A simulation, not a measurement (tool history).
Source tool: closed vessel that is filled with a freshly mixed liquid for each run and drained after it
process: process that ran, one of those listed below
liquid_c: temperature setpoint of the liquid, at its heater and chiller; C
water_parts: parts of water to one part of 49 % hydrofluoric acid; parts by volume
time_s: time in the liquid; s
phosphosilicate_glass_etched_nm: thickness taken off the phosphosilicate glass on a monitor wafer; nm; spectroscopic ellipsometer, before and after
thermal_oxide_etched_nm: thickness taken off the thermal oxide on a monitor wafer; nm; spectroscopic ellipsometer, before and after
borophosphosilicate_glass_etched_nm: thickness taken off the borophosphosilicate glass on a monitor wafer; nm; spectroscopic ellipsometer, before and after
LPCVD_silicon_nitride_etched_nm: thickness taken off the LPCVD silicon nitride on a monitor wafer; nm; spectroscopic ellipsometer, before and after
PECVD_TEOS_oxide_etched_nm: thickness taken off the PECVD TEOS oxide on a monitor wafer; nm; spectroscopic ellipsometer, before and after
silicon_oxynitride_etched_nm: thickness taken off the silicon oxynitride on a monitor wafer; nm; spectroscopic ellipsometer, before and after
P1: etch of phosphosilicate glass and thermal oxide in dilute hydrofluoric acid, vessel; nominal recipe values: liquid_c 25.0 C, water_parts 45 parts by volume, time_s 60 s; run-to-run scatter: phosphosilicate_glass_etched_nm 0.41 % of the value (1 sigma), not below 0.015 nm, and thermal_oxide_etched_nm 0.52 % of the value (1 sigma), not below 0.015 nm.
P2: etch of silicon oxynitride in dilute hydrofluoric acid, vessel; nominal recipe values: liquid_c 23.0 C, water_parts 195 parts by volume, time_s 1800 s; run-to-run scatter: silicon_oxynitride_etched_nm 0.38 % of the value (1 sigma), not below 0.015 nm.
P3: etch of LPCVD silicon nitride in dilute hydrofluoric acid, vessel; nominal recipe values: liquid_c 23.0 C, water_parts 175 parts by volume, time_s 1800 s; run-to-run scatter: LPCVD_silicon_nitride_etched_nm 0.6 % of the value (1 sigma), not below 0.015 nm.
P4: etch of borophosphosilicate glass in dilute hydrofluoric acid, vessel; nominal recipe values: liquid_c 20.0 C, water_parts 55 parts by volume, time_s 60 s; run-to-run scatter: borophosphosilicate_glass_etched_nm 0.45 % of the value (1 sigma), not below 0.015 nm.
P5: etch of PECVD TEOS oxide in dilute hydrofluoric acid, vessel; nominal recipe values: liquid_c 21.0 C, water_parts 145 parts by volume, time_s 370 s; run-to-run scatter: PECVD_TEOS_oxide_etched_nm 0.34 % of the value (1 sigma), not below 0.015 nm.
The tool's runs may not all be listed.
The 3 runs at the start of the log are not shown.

run,hour,process,liquid_c,water_parts,time_s,hours since the thermometer was replaced,hours since the hydrofluoric acid flow meter was replaced,phosphosilicate_glass_etched_nm,thermal_oxide_etched_nm,borophosphosilicate_glass_etched_nm,LPCVD_silicon_nitride_etched_nm,PECVD_TEOS_oxide_etched_nm,silicon_oxynitride_etched_nm
4,15.3,P4,28.5,55,60,1115.0,309.0,,,59.476,,,
5,19.7,P3,27.0,175,1800,1119.4,313.4,,,,5.7343,,
6,22.9,P5,17.0,145,370,1122.6,316.6,,,,,35.541,
7,27.5,P1,25.0,45,60,1127.2,321.2,90.758,6.9230,,,,
8,30.6,P2,23.0,195,1800,1130.3,324.3,,,,,,11.6850
9,36.5,P1,25.0,45,60,1136.2,330.2,91.160,6.9648,,,,
10,39.2,P5,21.0,145,665,1138.9,332.9,,,,,74.801,
11,42.8,P1,21.0,45,60,1142.5,336.5,76.715,5.8584,,,,
12,47.2,P1,25.0,25,60,1146.9,340.9,168.010,12.7790,,,,
13,52.6,P2,23.0,110,1800,1152.3,346.3,,,,,,22.1750
14,56.6,P4,20.0,20,60,1156.3,350.3,,,120.620,,,
15,59.4,P4,20.0,55,60,1159.1,353.1,,,41.819,,,
16,64.0,P2,17.0,195,1800,1163.7,357.7,,,,,,8.7411
17,68.6,P4,20.0,55,30,1168.3,362.3,,,21.026,,,
18,72.2,P2,23.0,195,1800,1171.9,365.9,,,,,,11.6670
19,76.0,P1,30.0,45,60,1175.7,369.7,110.420,8.4115,,,,
20,81.7,P3,23.0,175,1800,1181.4,375.4,,,,4.5075,,
21,86.0,P5,21.0,145,370,1185.7,379.7,,,,,41.784,
22,90.5,P5,21.0,45,370,1190.2,384.2,,,,,150.920,
23,94.9,P1,30.5,45,30,1194.6,388.6,56.499,4.3063,,,,
24,98.0,P1,25.0,30,35,1197.7,391.7,81.664,6.2015,,,,
25,102.7,P1,25.0,45,30,1202.4,396.4,45.478,3.5084,,,,
26,108.5,P5,21.0,145,370,1208.2,402.2,,,,,41.693,

Predict the results of run 27:
# hour 108.9: hydrofluoric acid flow meter replaced
27,113.6,P2,23.0,195,935,1213.3,4.8,,,,,,?

For run 27 the tool returned silicon_oxynitride_etched_nm 6.0450 nm.
